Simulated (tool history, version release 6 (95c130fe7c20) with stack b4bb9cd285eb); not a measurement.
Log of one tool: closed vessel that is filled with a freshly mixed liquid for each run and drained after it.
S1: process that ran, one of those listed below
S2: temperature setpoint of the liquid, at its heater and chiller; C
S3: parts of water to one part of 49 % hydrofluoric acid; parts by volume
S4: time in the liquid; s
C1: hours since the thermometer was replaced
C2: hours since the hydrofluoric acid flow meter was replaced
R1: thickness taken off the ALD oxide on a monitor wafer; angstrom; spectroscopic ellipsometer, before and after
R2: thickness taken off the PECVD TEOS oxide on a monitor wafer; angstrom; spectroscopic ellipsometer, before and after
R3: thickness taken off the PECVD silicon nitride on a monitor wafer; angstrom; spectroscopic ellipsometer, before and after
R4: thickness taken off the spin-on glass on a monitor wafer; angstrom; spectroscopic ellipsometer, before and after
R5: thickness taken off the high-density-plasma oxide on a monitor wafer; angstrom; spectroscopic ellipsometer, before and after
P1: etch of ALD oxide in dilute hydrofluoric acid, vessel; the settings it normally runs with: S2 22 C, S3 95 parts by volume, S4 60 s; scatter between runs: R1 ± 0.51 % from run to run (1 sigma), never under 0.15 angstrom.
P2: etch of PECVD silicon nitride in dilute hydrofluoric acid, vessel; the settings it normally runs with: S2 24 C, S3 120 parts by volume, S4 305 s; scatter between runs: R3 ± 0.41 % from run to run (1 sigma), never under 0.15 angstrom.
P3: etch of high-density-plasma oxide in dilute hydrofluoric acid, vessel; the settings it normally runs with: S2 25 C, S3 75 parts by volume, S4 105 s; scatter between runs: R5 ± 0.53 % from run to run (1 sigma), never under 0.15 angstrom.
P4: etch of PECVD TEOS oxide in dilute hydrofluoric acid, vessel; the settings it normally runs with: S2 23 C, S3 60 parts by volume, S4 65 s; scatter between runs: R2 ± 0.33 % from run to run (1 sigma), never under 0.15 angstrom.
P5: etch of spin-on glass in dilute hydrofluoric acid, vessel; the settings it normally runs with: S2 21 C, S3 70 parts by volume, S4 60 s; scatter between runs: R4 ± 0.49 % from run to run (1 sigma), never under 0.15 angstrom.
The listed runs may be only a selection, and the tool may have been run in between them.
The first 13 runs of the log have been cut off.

run	hour	S1	S2	S3	S4	C1	C2	R1	R2	R3	R4	R5
14	57.8	P1	29	95	60	518.2	1298.1	253.55				
15	62	P5	21	70	60	522.4	1302.3				157.76	
16	67.5	P3	25	75	170	527.9	1307.8					150.36
17	73.8	P5	17	70	60	534.2	1314.1				134.69	
18	79.4	P3	19	75	105	539.8	1319.7					72.734
19	85	P4	23	40	65	545.4	1325.3		255.04			
20	88.7	P4	23	60	65	549.1	1329		165.92			
21	93.3	P2	24	120	305	553.7	1333.6			112.6		
22	97.2	P1	22	95	60	557.6	1337.5	193.22				
23	100.2	P1	22	95	60	560.6	1340.5	194.12				
24	104.3	P1	22	95	60	564.7	1344.6	194.57				

Run 25, settings as shown, results not yet in. Your forecast:
25	109.4	P1	22	175	60	569.8	1349.7	?				

R1: 95.572 angstrom

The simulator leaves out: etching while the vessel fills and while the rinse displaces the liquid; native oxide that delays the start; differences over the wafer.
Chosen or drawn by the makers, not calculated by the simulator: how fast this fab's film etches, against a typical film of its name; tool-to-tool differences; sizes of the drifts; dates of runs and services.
